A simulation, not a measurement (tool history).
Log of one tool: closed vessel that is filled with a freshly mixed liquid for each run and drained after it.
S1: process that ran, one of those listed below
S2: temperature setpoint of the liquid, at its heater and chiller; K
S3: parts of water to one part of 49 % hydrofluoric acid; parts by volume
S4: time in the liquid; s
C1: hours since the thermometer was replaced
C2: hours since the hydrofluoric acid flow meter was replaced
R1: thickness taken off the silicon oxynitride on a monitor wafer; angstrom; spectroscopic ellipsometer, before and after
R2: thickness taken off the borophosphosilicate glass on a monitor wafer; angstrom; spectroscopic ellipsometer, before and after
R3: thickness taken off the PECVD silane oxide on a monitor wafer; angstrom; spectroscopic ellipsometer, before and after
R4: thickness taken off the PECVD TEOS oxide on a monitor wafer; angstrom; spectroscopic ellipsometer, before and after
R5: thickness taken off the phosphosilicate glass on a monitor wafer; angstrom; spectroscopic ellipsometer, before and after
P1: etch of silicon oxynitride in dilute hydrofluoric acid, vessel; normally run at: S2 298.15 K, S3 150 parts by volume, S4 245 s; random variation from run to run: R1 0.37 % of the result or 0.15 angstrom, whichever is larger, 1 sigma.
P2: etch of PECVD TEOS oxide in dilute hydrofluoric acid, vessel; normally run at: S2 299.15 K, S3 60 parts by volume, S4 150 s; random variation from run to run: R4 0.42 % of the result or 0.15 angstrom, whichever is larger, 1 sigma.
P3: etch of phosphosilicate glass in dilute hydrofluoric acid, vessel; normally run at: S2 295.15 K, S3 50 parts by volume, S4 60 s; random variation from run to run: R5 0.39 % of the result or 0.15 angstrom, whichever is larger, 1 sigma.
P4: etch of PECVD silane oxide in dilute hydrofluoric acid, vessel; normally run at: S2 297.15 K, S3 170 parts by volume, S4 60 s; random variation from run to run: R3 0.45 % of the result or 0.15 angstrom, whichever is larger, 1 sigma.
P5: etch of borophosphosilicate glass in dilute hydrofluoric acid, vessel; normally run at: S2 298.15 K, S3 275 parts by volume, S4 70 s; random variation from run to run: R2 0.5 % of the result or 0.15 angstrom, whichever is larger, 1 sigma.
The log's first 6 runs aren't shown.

| run | hour | S1 | S2 | S3 | S4 | C1 | C2 | R1 | R2 | R3 | R4 | R5 |
|---|---|---|---|---|---|---|---|---|---|---|---|---|
| 7 | 88.5 | P4 | 297.15 | 170 | 30 | 267.3 | 910.7 |  |  | 82.92 |  |  |
| 8 | 106.2 | P1 | 302.65 | 150 | 245 | 285 | 928.4 | 84.141 |  |  |  |  |
| 9 | 122.6 | P5 | 298.15 | 275 | 70 | 301.4 | 944.8 |  | 184.8 |  |  |  |
| 10 | 134.7 | P2 | 299.15 | 20 | 150 | 313.5 | 956.9 |  |  |  | 1204.3 |  |
| 11 | 148 | P1 | 298.15 | 150 | 245 | 326.8 | 970.2 | 69.085 |  |  |  |  |
| 12 | 160 | P1 | 298.15 | 150 | 60 | 338.8 | 982.2 | 17.048 |  |  |  |  |
| 13 | 168.4 | P1 | 298.15 | 255 | 245 | 347.2 | 990.6 | 37.354 |  |  |  |  |
| 14 | 184.6 | P4 | 297.15 | 170 | 60 | 363.4 | 1006.8 |  |  | 166.21 |  |  |
| 15 | 195.7 | P3 | 295.15 | 50 | 60 | 374.5 | 1017.9 |  |  |  |  | 1270.3 |
| 16 | 211 | P1 | 298.15 | 150 | 245 | 389.8 | 1033.2 | 68.446 |  |  |  |  |
| 17 | 222.7 | P5 | 298.15 | 275 | 70 | 401.5 | 1044.9 |  | 184.46 |  |  |  |
| 18 | 240.2 | P2 | 299.15 | 60 | 30 | 419 | 1062.4 |  |  |  | 76.077 |  |
| 19 | 248.7 | P2 | 299.15 | 60 | 150 | 427.5 | 1070.9 |  |  |  | 377.16 |  |
| 20 | 262.8 | P4 | 290.15 | 170 | 60 | 441.6 | 1085 |  |  | 127.65 |  |  |
| 21 | 271.4 | P1 | 295.15 | 150 | 90 | 450.2 | 1093.6 | 22.058 |  |  |  |  |
| 22 | 289.5 | P3 | 295.15 | 20 | 60 | 468.3 | 1111.7 |  |  |  |  | 3301.1 |
| 23 | 299.1 | P3 | 295.15 | 50 | 115 | 477.9 | 1121.3 |  |  |  |  | 2441.9 |
| 24 | 309.5 | P3 | 303.15 | 50 | 60 | 488.3 | 1131.7 |  |  |  |  | 1738.7 |
| 25 | 321.5 | P1 | 298.15 | 150 | 425 | 500.3 | 1143.7 | 119.13 |  |  |  |  |
| 26 | 336 | P1 | 298.15 | 150 | 245 | 514.8 | 1158.2 | 68.772 |  |  |  |  |
| 27 | 345.1 | P1 | 291.65 | 150 | 245 | 523.9 | 1167.3 | 51.083 |  |  |  |  |
| 28 | 354 | P4 | 297.15 | 45 | 60 | 532.8 | 1176.2 |  |  | 734.41 |  |  |

Run 29 comes next. What will it give?
| 29 | 372 | P2 | 304.15 | 60 | 150 | 550.8 | 1194.2 |  |  |  | ? |  |

R4: 460.11 angstrom
